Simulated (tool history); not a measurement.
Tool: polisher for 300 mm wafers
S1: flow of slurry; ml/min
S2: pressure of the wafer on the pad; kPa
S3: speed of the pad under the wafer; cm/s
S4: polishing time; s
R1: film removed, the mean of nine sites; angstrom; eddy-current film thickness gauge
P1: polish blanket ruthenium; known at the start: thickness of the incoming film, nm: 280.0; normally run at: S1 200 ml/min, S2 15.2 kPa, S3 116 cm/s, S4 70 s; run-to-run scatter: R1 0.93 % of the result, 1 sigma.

run     day   S1    S2   S3  S4       R1
  1   0.525  200  15.2  116  70   833.82
  2   1.300  200  15.2   80  70   581.47
  3   1.767  200  15.2  116  70   837.89
  4   2.562  200   9.0  178  70   764.93
  5   3.088  200  15.2  116  70   838.39
  6   3.775  290  15.2  116  70   870.86
  7   4.300  200  15.2  116  52   625.52
  8   4.738  120  15.2  116  70   767.76
  9   5.508  200  15.2  116  97  1155.60
 10   6.288  200  15.2  168  70  1218.80
 11   6.733  200  15.2  116  70   818.31
 12   7.417  200  15.2  116  70   838.65
 13   7.808  200   9.7  116  70   544.22
 14   8.475  200  15.2  116  70   846.18
 15   9.029  200  22.1  116  70  1203.60
 16   9.421  200  15.2  116  70   832.44
 17   9.767  200  15.2  116  70   826.66
 18  10.196  200  15.2  116  70   821.69
 19  10.804  200  15.2  116  70   799.20
 20  11.208  200  15.2  116  70   805.22
 21  11.762  200  15.2  116  70   788.95
     12.254  -- head pressure recalibrated
 22  12.546  200  15.2  116  70   789.38
 23  12.954  200  15.2  116  70   798.58
 24  13.525  200  15.2  116  70   782.39

What P1 gives has crept away from where it was. These 2 causes fit the log equally well, each at the size given:
A: removal rate lost through wear of the pad, % = 5.43
B: slurry flow missing at the pad, % = 30
The creep began at about day 9.421.
Why every other cause is out:
head's pressure below its setpoint, %: serviced at day 12.254, which brought nothing back

4 check runs are offered, each on 5 wafers whose results are averaged, their results left as question marks. Which one tells the causes apart?
check 1  14.096  120  20.7  116  70   ?
check 2  14.096  245  15.2  116  70   ?
check 3  14.096  200  15.2   86  87   ?
check 4  14.096  200  10.3  116  70   ?

What each check would give under each cause:
  check  result    if A    if B
check 1      R1  989.84  957.97
check 2      R1  810.62  818.55
check 3      R1  728.98  729.05
check 4      R1  539.42  539.47
How far apart the two closest causes lie, in the result that separates them most: check 1 3.27 %; check 2 0.97 %; check 3 0.01 %; check 4 0.01 %
Only check 1 tells the causes apart: in the others they would give nearly the same result.

Check 1 was then run and gave: R1 962.08 angstrom. Which cause is it?

It is B: slurry flow missing at the pad, %.
